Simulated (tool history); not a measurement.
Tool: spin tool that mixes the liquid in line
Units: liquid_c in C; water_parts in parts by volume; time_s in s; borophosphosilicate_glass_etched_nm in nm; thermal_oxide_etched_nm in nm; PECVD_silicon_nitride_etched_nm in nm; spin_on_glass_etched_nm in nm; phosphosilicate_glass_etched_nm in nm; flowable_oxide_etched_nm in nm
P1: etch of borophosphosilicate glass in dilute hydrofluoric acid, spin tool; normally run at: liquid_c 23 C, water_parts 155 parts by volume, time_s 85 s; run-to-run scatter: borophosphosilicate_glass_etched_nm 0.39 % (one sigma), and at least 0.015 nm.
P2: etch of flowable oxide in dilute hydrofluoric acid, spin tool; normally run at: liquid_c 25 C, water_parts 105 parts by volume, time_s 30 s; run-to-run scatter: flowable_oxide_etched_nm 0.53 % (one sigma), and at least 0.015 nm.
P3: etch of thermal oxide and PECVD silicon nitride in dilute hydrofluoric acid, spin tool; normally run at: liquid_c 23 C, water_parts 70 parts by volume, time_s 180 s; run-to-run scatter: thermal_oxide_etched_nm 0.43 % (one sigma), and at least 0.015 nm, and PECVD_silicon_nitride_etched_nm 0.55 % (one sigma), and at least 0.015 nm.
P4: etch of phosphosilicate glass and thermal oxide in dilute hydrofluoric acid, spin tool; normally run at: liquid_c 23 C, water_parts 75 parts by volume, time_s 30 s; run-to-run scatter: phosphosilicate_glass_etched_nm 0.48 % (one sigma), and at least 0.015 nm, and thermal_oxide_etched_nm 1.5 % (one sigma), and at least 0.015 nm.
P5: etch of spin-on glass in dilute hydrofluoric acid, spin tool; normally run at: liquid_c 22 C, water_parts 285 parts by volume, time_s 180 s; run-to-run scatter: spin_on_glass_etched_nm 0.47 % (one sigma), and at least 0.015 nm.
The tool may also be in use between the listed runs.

run   hour  process  liquid_c  water_parts  time_s  hours since the thermometer was replaced  hours since the hydrofluoric acid flow meter was replaced  borophosphosilicate_glass_etched_nm  thermal_oxide_etched_nm  PECVD_silicon_nitride_etched_nm  spin_on_glass_etched_nm  phosphosilicate_glass_etched_nm  flowable_oxide_etched_nm
  1    8.2       P1        23          155      85                                      1307                                                      119.3                               30.782
  2   17.4       P3        23           30     180                                    1316.2                                                      128.5                                                        30.479                           22.504
  3   26.7       P5        22          285     355                                    1325.5                                                      137.8                                                                                                                  28.776
  4   32.7       P5        17          285     180                                    1331.5                                                      143.8                                                                                                                  12.203
  5   41.1       P1        23           70      85                                    1339.9                                                      152.2                               75.803
  6   46.4       P4        23           75      30                                    1345.2                                                      157.5                                                        1.7907                                                                                     78.723
  7     55       P3      29.5           70     180                                    1353.8                                                      166.1                                                        16.132                           15.091
  8   65.6       P1        23          155      85                                    1364.4                                                      176.7                               30.526
  9   74.9       P4        31           75      30                                    1373.7                                                        186                                                        2.4725                                                                                     106.68
 10   80.6       P1        23          155     165                                    1379.4                                                      191.7                               59.968
 11   89.2       P5        22           70     180                                      1388                                                      200.3                                                                                                                  75.211
 12   97.8       P1        28          155     135                                    1396.6                                                      208.9                               58.842
 13  104.5       P5        22          285     180                                    1403.3                                                      215.6                                                                                                                   14.66
 14  110.8       P1        23          230      85                                    1409.6                                                      221.9                               19.141
 15  115.7       P4        23           75      30                                    1414.5                                                      226.8                                                        1.7587                                                                                     77.197
 16    126       P2        25          165      30                                    1424.8                                                      237.1                                                                                                                                                                             7.5777
 17  135.3       P1        23          155      85                                    1434.1                                                      246.4                                30.81
 18  141.4       P2        25          105      15                                    1440.2                                                      252.5                                                                                                                                                                             6.4013
 19  148.9       P2        25          105      30                                    1447.7                                                        260                                                                                                                                                                             12.899
 20  154.3       P2        29          105      30                                    1453.1                                                      265.4                                                                                                                                                                              15.03
 21    161       P1        23          155      85                                    1459.8                                                      272.1                               30.818
 22  166.3       P3        23           70     100                                    1465.1                                                      277.4                                                        6.8642                           5.4484
 23    176       P3        23           70     180                                    1474.8                                                      287.1                                                        12.475                           9.9227
 24  186.7       P5        22          285     180                                    1485.5                                                      297.8                                                                                                                  14.649
 25  194.8       P1        23          155      35                                    1493.6                                                      305.9                                12.64
 26  204.2       P1      17.5          155      85                                      1503                                                      315.3                               24.995

Forecast run 27:
 27  211.9       P1        31          155      85                                    1510.7                                                        323                                    ?

{"run 27": {"borophosphosilicate_glass_etched_nm": 41.295}}
